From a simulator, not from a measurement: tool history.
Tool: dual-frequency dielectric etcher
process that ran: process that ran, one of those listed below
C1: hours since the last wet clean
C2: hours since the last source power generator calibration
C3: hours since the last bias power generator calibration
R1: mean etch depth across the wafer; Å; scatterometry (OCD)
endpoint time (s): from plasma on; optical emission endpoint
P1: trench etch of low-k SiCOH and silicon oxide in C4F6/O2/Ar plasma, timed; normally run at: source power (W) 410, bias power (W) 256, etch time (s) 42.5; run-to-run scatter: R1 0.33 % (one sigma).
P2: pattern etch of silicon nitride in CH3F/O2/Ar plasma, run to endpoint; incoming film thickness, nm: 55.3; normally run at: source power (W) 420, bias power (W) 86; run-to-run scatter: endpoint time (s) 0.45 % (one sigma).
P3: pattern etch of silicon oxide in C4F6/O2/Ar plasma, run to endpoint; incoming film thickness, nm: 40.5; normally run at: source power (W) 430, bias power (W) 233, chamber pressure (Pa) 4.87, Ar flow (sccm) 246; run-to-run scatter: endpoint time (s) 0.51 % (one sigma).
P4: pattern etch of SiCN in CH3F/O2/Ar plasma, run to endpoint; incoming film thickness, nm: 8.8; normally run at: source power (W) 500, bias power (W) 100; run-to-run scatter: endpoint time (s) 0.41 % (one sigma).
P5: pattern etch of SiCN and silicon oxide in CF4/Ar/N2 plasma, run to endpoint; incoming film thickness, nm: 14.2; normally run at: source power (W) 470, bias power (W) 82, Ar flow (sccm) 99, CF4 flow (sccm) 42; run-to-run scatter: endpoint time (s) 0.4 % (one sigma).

{"run": 1, "hour": 5.5, "process that ran": "P1", "source power (W)": 410, "bias power (W)": 256, "etch time (s)": 42.5, "C1": 261.8, "C2": 1144.8, "C3": 1443.5, "R1": 1491.5}
{"run": 2, "hour": 11.6, "process that ran": "P3", "source power (W)": 250, "bias power (W)": 233, "chamber pressure (Pa)": 4.87, "Ar flow (sccm)": 246, "C1": 267.9, "C2": 1150.9, "C3": 1449.6, "endpoint time (s)": 14.334}
{"run": 3, "hour": 19.7, "process that ran": "P1", "source power (W)": 410, "bias power (W)": 256, "etch time (s)": 42.5, "C1": 276.0, "C2": 1159.0, "C3": 1457.7, "R1": 1496.7}
{"run": 4, "hour": 27.5, "process that ran": "P5", "source power (W)": 640, "bias power (W)": 82, "Ar flow (sccm)": 99, "CF4 flow (sccm)": 42, "C1": 283.8, "C2": 1166.8, "C3": 1465.5, "endpoint time (s)": 12.391}
{"run": 5, "hour": 32.3, "process that ran": "P3", "source power (W)": 430, "bias power (W)": 233, "chamber pressure (Pa)": 3.6, "Ar flow (sccm)": 246, "C1": 288.6, "C2": 1171.6, "C3": 1470.3, "endpoint time (s)": 11.133}
{"run": 6, "hour": 36.7, "process that ran": "P1", "source power (W)": 410, "bias power (W)": 153, "etch time (s)": 42.5, "C1": 293.0, "C2": 1176.0, "C3": 1474.7, "R1": 1264.6}
{"run": 7, "hour": 42.0, "process that ran": "P1", "source power (W)": 410, "bias power (W)": 256, "etch time (s)": 42.5, "C1": 298.3, "C2": 1181.3, "C3": 1480.0, "R1": 1492.6}
{"run": 8, "hour": 49.3, "process that ran": "P5", "source power (W)": 470, "bias power (W)": 50, "Ar flow (sccm)": 99, "CF4 flow (sccm)": 42, "C1": 305.6, "C2": 1188.6, "C3": 1487.3, "endpoint time (s)": 19.476}
{"run": 9, "hour": 55.6, "process that ran": "P3", "source power (W)": 430, "bias power (W)": 311, "chamber pressure (Pa)": 4.87, "Ar flow (sccm)": 246, "C1": 311.9, "C2": 1194.9, "C3": 1493.6, "endpoint time (s)": 10.587}
{"run": 10, "hour": 60.0, "process that ran": "P5", "source power (W)": 470, "bias power (W)": 82, "Ar flow (sccm)": 99, "CF4 flow (sccm)": 42, "C1": 316.3, "C2": 1199.3, "C3": 1498.0, "endpoint time (s)": 16.235}
{"run": 11, "hour": 64.7, "process that ran": "P1", "source power (W)": 560, "bias power (W)": 256, "etch time (s)": 42.5, "C1": 321.0, "C2": 1204.0, "C3": 1502.7, "R1": 1679.4}
{"run": 12, "hour": 71.2, "process that ran": "P5", "source power (W)": 470, "bias power (W)": 82, "Ar flow (sccm)": 99, "CF4 flow (sccm)": 34, "C1": 327.5, "C2": 1210.5, "C3": 1509.2, "endpoint time (s)": 16.728}
{"run": 13, "hour": 77.5, "process that ran": "P2", "source power (W)": 420, "bias power (W)": 86, "C1": 333.8, "C2": 1216.8, "C3": 1515.5, "endpoint time (s)": 74.369}
{"run": 14, "hour": 82.9, "process that ran": "P4", "source power (W)": 500, "bias power (W)": 100, "C1": 339.2, "C2": 1222.2, "C3": 1520.9, "endpoint time (s)": 19.373}
{"run": 15, "hour": 87.8, "process that ran": "P2", "source power (W)": 420, "bias power (W)": 53, "C1": 344.1, "C2": 1227.1, "C3": 1525.8, "endpoint time (s)": 87.585}
{"run": 16, "hour": 91.8, "process that ran": "P4", "source power (W)": 500, "bias power (W)": 140, "C1": 348.1, "C2": 1231.1, "C3": 1529.8, "endpoint time (s)": 17.051}
{"run": 17, "hour": 97.0, "process that ran": "P3", "source power (W)": 430, "bias power (W)": 233, "chamber pressure (Pa)": 4.87, "Ar flow (sccm)": 339, "C1": 353.3, "C2": 1236.3, "C3": 1535.0, "endpoint time (s)": 11.912}
{"run": 18, "hour": 104.9, "process that ran": "P3", "source power (W)": 430, "bias power (W)": 233, "chamber pressure (Pa)": 4.87, "Ar flow (sccm)": 246, "C1": 361.2, "C2": 1244.2, "C3": 1542.9, "endpoint time (s)": 11.629}
{"run": 19, "hour": 109.1, "process that ran": "P1", "source power (W)": 410, "bias power (W)": 256, "etch time (s)": 42.5, "C1": 365.4, "C2": 1248.4, "C3": 1547.1, "R1": 1490.6}
{"run": 20, "hour": 116.1, "process that ran": "P1", "source power (W)": 410, "bias power (W)": 256, "etch time (s)": 56.0, "C1": 372.4, "C2": 1255.4, "C3": 1554.1, "R1": 1960.7}
{"run": 21, "hour": 122.0, "process that ran": "P3", "source power (W)": 430, "bias power (W)": 233, "chamber pressure (Pa)": 4.87, "Ar flow (sccm)": 246, "C1": 378.3, "C2": 1261.3, "C3": 1560.0, "endpoint time (s)": 11.631}
{"run": 22, "hour": 126.3, "process that ran": "P1", "source power (W)": 410, "bias power (W)": 256, "etch time (s)": 23.5, "C1": 382.6, "C2": 1265.6, "C3": 1564.3, "R1": 828.28}
{"run": 23, "hour": 133.6, "process that ran": "P1", "source power (W)": 410, "bias power (W)": 330, "etch time (s)": 42.5, "C1": 389.9, "C2": 1272.9, "C3": 1571.6, "R1": 1623.2}
{"run": 24, "hour": 142.2, "process that ran": "P5", "source power (W)": 470, "bias power (W)": 82, "Ar flow (sccm)": 119, "CF4 flow (sccm)": 42, "C1": 398.5, "C2": 1281.5, "C3": 1580.2, "endpoint time (s)": 16.622}
{"run": 25, "hour": 149.2, "process that ran": "P4", "source power (W)": 640, "bias power (W)": 100, "C1": 405.5, "C2": 1288.5, "C3": 1587.2, "endpoint time (s)": 17.557}
{"run": 26, "hour": 156.1, "process that ran": "P1", "source power (W)": 320, "bias power (W)": 256, "etch time (s)": 42.5, "C1": 412.4, "C2": 1295.4, "C3": 1594.1, "R1": 1353.3}
{"run": 27, "hour": 164.1, "process that ran": "P5", "source power (W)": 470, "bias power (W)": 82, "Ar flow (sccm)": 99, "CF4 flow (sccm)": 42, "C1": 420.4, "C2": 1303.4, "C3": 1602.1, "endpoint time (s)": 16.18}
{"run": 28, "hour": 171.7, "process that ran": "P4", "source power (W)": 500, "bias power (W)": 100, "C1": 428.0, "C2": 1311.0, "C3": 1609.7, "endpoint time (s)": 19.185}
{"run": 29, "hour": 179.7, "process that ran": "P1", "source power (W)": 410, "bias power (W)": 256, "etch time (s)": 42.5, "C1": 436.0, "C2": 1319.0, "C3": 1617.7, "R1": 1484.7}
{"run": 30, "hour": 185.3, "process that ran": "P2", "source power (W)": 270, "bias power (W)": 86, "C1": 441.6, "C2": 1324.6, "C3": 1623.3, "endpoint time (s)": 87.897}
{"run": 31, "hour": 191.7, "process that ran": "P1", "source power (W)": 410, "bias power (W)": 256, "etch time (s)": 42.5, "C1": 448.0, "C2": 1331.0, "C3": 1629.7, "R1": 1489.4}
{"run": 32, "hour": 199.7, "process that ran": "P1", "source power (W)": 540, "bias power (W)": 170, "etch time (s)": 42.5, "C1": 456.0, "C2": 1339.0, "C3": 1637.7, "R1": 1453.4}
{"run": 33, "hour": 208.2, "process that ran": "P1", "source power (W)": 410, "bias power (W)": 256, "etch time (s)": 42.5, "C1": 464.5, "C2": 1347.5, "C3": 1646.2, "R1": 1477.7}
{"run": 34, "hour": 214.5, "process that ran": "P1", "source power (W)": 410, "bias power (W)": 256, "etch time (s)": 42.5, "C1": 470.8, "C2": 1353.8, "C3": 1652.5, "R1": 1480.7}
{"run": 35, "hour": 221.4, "process that ran": "P1", "source power (W)": 410, "bias power (W)": 256, "etch time (s)": 42.5, "C1": 477.7, "C2": 1360.7, "C3": 1659.4, "R1": 1478.5}
{"run": 36, "hour": 227.1, "process that ran": "P1", "source power (W)": 410, "bias power (W)": 256, "etch time (s)": 42.5, "C1": 483.4, "C2": 1366.4, "C3": 1665.1, "R1": 1474.0}
{"run": 37, "hour": 231.2, "process that ran": "P1", "source power (W)": 410, "bias power (W)": 256, "etch time (s)": 42.5, "C1": 487.5, "C2": 1370.5, "C3": 1669.2, "R1": 1473.9}
{"run": 38, "hour": 236.9, "process that ran": "P1", "source power (W)": 410, "bias power (W)": 256, "etch time (s)": 42.5, "C1": 493.2, "C2": 1376.2, "C3": 1674.9, "R1": 1476.9}
{"run": 39, "hour": 241.6, "process that ran": "P1", "source power (W)": 410, "bias power (W)": 256, "etch time (s)": 42.5, "C1": 497.9, "C2": 1380.9, "C3": 1679.6, "R1": 1468.7}
{"run": 40, "hour": 246.5, "process that ran": "P1", "source power (W)": 410, "bias power (W)": 256, "etch time (s)": 42.5, "C1": 502.8, "C2": 1385.8, "C3": 1684.5, "R1": 1471.8}
{"hour": 247.8, "done": "wet clean of the chamber"}
{"run": 41, "hour": 252.1, "process that ran": "P1", "source power (W)": 410, "bias power (W)": 256, "etch time (s)": 42.5, "C1": 4.4, "C2": 1391.4, "C3": 1690.1, "R1": 1467.5}
{"run": 42, "hour": 258.9, "process that ran": "P1", "source power (W)": 410, "bias power (W)": 256, "etch time (s)": 42.5, "C1": 11.2, "C2": 1398.2, "C3": 1696.9, "R1": 1459.1}
{"run": 43, "hour": 262.9, "process that ran": "P1", "source power (W)": 410, "bias power (W)": 256, "etch time (s)": 42.5, "C1": 15.2, "C2": 1402.2, "C3": 1700.9, "R1": 1463.3}
{"run": 44, "hour": 267.3, "process that ran": "P1", "source power (W)": 410, "bias power (W)": 256, "etch time (s)": 42.5, "C1": 19.6, "C2": 1406.6, "C3": 1705.3, "R1": 1466.2}

What P1 gives has crept away from where it was. These 2 causes fit the log equally well, each at the size given:
A: source power that arrives under what is set, % = 4.18
B: bias power that arrives under what is set, % = 4.73
The creep began at about hour 208.2.
Why every other cause is out:
chamber walls in a state that lowers the etch rate, %: serviced at hour 247.8, which brought nothing back

4 check runs are offered, each on 2 wafers whose results are averaged, their results left as question marks. Which one tells the causes apart?
{"run": "check 1", "hour": 271.7, "process that ran": "P3", "source power (W)": 430, "bias power (W)": 288, "chamber pressure (Pa)": 4.87, "Ar flow (sccm)": 314, "endpoint time (s)": "?"}
{"run": "check 2", "hour": 271.7, "process that ran": "P2", "source power (W)": 350, "bias power (W)": 56, "endpoint time (s)": "?"}
{"run": "check 3", "hour": 271.7, "process that ran": "P5", "source power (W)": 470, "bias power (W)": 51, "Ar flow (sccm)": 99, "CF4 flow (sccm)": 42, "endpoint time (s)": "?"}
{"run": "check 4", "hour": 271.7, "process that ran": "P4", "source power (W)": 620, "bias power (W)": 132, "endpoint time (s)": "?"}

What each check would give under each cause:
check=check_1 result=endpoint_time_(s) if_A=11.257 if_B=11.262
check=check_2 result=endpoint_time_(s) if_A=93.807 if_B=93.742
check=check_3 result=endpoint_time_(s) if_A=19.935 if_B=19.515
check=check_4 result=endpoint_time_(s) if_A=16.266 if_B=16.314
How far apart the two closest causes lie, in the result that separates them most: check 1 0.04 %; check 2 0.07 %; check 3 2.13 %; check 4 0.3 %
Only check 3 tells the causes apart: in the others they would give nearly the same result.

Check 3 was then run and gave: endpoint time (s) 19.448. Which cause is it?

It is B: bias power that arrives under what is set, %.
